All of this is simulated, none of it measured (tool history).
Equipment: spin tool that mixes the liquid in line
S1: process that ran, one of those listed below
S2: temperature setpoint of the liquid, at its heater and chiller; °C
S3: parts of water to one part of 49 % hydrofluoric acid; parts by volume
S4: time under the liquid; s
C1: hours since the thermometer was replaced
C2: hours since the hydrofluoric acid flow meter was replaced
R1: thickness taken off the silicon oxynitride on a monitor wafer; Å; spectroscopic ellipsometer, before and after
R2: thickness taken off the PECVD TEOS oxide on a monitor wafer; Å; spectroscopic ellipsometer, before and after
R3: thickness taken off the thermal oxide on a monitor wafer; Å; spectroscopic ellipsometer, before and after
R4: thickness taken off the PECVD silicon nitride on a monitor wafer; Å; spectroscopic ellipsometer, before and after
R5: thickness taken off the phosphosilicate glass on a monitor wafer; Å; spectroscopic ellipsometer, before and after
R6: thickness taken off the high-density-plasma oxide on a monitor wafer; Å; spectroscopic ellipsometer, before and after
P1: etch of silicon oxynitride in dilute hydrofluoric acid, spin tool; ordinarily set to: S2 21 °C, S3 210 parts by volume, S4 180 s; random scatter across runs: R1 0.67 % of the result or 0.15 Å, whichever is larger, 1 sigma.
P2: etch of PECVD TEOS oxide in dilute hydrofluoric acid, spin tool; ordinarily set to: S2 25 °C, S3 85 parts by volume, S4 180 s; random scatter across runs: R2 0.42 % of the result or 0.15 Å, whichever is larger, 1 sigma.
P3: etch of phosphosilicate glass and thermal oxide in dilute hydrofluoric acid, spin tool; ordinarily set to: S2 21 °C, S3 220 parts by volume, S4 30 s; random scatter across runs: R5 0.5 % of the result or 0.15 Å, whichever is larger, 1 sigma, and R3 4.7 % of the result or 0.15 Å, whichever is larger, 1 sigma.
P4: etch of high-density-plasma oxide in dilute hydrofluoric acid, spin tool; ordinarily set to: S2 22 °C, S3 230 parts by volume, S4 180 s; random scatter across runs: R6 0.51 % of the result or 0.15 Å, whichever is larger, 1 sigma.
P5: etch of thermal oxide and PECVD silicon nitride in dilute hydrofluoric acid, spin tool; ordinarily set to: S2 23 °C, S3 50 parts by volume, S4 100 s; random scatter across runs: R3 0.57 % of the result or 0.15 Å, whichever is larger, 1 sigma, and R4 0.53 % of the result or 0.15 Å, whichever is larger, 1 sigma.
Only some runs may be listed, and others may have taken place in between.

run,hour,S1,S2,S3,S4,C1,C2,R1,R2,R3,R4,R5,R6
1,12.8,P1,21,210,180,1614.7,630,32.93,,,,,
2,25.6,P2,17,85,180,1627.5,642.8,,280.27,,,,
3,39.3,P2,25,85,365,1641.2,656.5,,789.18,,,,
4,47.9,P2,25,130,180,1649.8,665.1,,239.66,,,,
5,65.6,P5,23,30,100,1667.5,682.8,,,167.3,65.332,,
6,80.1,P1,28,210,180,1682,697.3,44.415,,,,,
7,96,P1,21,210,180,1697.9,713.2,32.542,,,,,
8,111.2,P5,23,50,100,1713.1,728.4,,,97.051,39.576,,
# hour 120.8: thermometer replaced
9,123.2,P1,21,210,180,2.4,740.4,32.859,,,,,
10,134.6,P5,23,50,160,13.8,751.8,,,155.17,63.589,,
11,146.7,P1,21,210,345,25.9,763.9,62.665,,,,,
12,158.5,P5,23,50,100,37.7,775.7,,,96.957,39.541,,
13,169.2,P2,25,85,180,48.4,786.4,,388.75,,,,
14,177.3,P5,17,50,100,56.5,794.5,,,75.887,26.216,,
15,193.1,P3,21,220,30,72.3,810.3,,,5.1335,,156.67,
16,204.4,P3,21,55,30,83.6,821.6,,,22.065,,758.89,
17,217.7,P2,25,85,180,96.9,834.9,,388.83,,,,
18,231.8,P1,21,210,35,111,849,6.1117,,,,,
19,239.7,P1,21,210,180,118.9,856.9,32.94,,,,,
20,251,P1,21,75,350,130.2,868.2,196.66,,,,,
21,264.2,P4,22,230,180,143.4,881.4,,,,,,72.641
22,276.2,P1,21,210,180,155.4,893.4,32.672,,,,,
23,290.6,P1,21,210,180,169.8,907.8,33.126,,,,,
24,304.8,P1,21,310,180,184,922,20.846,,,,,
25,318.2,P3,21,220,50,197.4,935.4,,,7.6992,,262.2,
26,331.7,P4,27,230,180,210.9,948.9,,,,,,86.479

Run 27, settings as shown, results not yet in. Your forecast:
27,347.2,P4,22,230,345,226.4,964.4,,,,,,?

R6: 139.03 Å
